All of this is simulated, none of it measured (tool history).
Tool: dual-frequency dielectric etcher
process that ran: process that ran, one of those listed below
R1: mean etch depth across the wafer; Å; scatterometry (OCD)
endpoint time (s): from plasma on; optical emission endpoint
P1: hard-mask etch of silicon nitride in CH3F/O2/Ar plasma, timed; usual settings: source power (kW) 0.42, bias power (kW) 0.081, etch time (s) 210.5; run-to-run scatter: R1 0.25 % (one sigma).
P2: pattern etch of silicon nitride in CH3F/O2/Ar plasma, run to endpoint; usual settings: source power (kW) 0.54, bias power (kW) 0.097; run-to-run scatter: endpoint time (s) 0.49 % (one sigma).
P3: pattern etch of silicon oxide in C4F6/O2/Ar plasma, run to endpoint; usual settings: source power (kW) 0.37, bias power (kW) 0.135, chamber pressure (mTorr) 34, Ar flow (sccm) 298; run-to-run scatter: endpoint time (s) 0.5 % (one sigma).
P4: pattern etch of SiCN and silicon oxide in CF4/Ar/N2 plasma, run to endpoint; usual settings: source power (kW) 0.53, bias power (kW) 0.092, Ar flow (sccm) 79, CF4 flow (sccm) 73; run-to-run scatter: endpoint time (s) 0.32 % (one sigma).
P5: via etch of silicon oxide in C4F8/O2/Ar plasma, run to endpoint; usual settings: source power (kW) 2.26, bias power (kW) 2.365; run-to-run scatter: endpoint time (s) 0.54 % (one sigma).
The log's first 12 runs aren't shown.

{"run": 13, "day": 3.8, "process that ran": "P5", "source power (kW)": 2.26, "bias power (kW)": 2.365, "endpoint time (s)": 211.53}
{"run": 14, "day": 3.979, "process that ran": "P3", "source power (kW)": 0.37, "bias power (kW)": 0.135, "chamber pressure (mTorr)": 46, "Ar flow (sccm)": 298, "endpoint time (s)": 17.784}
{"run": 15, "day": 4.312, "process that ran": "P5", "source power (kW)": 2.26, "bias power (kW)": 1.898, "endpoint time (s)": 219.42}
{"run": 16, "day": 4.646, "process that ran": "P3", "source power (kW)": 0.37, "bias power (kW)": 0.135, "chamber pressure (mTorr)": 34, "Ar flow (sccm)": 385, "endpoint time (s)": 17.867}
{"run": 17, "day": 5.008, "process that ran": "P1", "source power (kW)": 0.5, "bias power (kW)": 0.081, "etch time (s)": 210.5, "R1": 1715.5}
{"run": 18, "day": 5.238, "process that ran": "P5", "source power (kW)": 1.5, "bias power (kW)": 2.365, "endpoint time (s)": 244.85}
{"run": 19, "day": 5.525, "process that ran": "P2", "source power (kW)": 0.54, "bias power (kW)": 0.097, "endpoint time (s)": 50.967}
{"run": 20, "day": 5.788, "process that ran": "P1", "source power (kW)": 0.42, "bias power (kW)": 0.081, "etch time (s)": 210.5, "R1": 1608.9}
{"run": 21, "day": 6.162, "process that ran": "P3", "source power (kW)": 0.5, "bias power (kW)": 0.135, "chamber pressure (mTorr)": 34, "Ar flow (sccm)": 298, "endpoint time (s)": 15.452}
{"run": 22, "day": 6.375, "process that ran": "P3", "source power (kW)": 0.37, "bias power (kW)": 0.135, "chamber pressure (mTorr)": 34, "Ar flow (sccm)": 298, "endpoint time (s)": 17.335}
{"run": 23, "day": 6.646, "process that ran": "P4", "source power (kW)": 0.53, "bias power (kW)": 0.092, "Ar flow (sccm)": 79, "CF4 flow (sccm)": 99, "endpoint time (s)": 8.3891}
{"run": 24, "day": 6.875, "process that ran": "P1", "source power (kW)": 0.42, "bias power (kW)": 0.081, "etch time (s)": 210.5, "R1": 1607.5}
{"run": 25, "day": 7.088, "process that ran": "P1", "source power (kW)": 0.42, "bias power (kW)": 0.081, "etch time (s)": 274.5, "R1": 2086.5}

The next listed run, before its measurement:
{"run": 26, "day": 7.462, "process that ran": "P5", "source power (kW)": 2.26, "bias power (kW)": 2.365, "endpoint time (s)": "?"}

endpoint time (s): 209.84
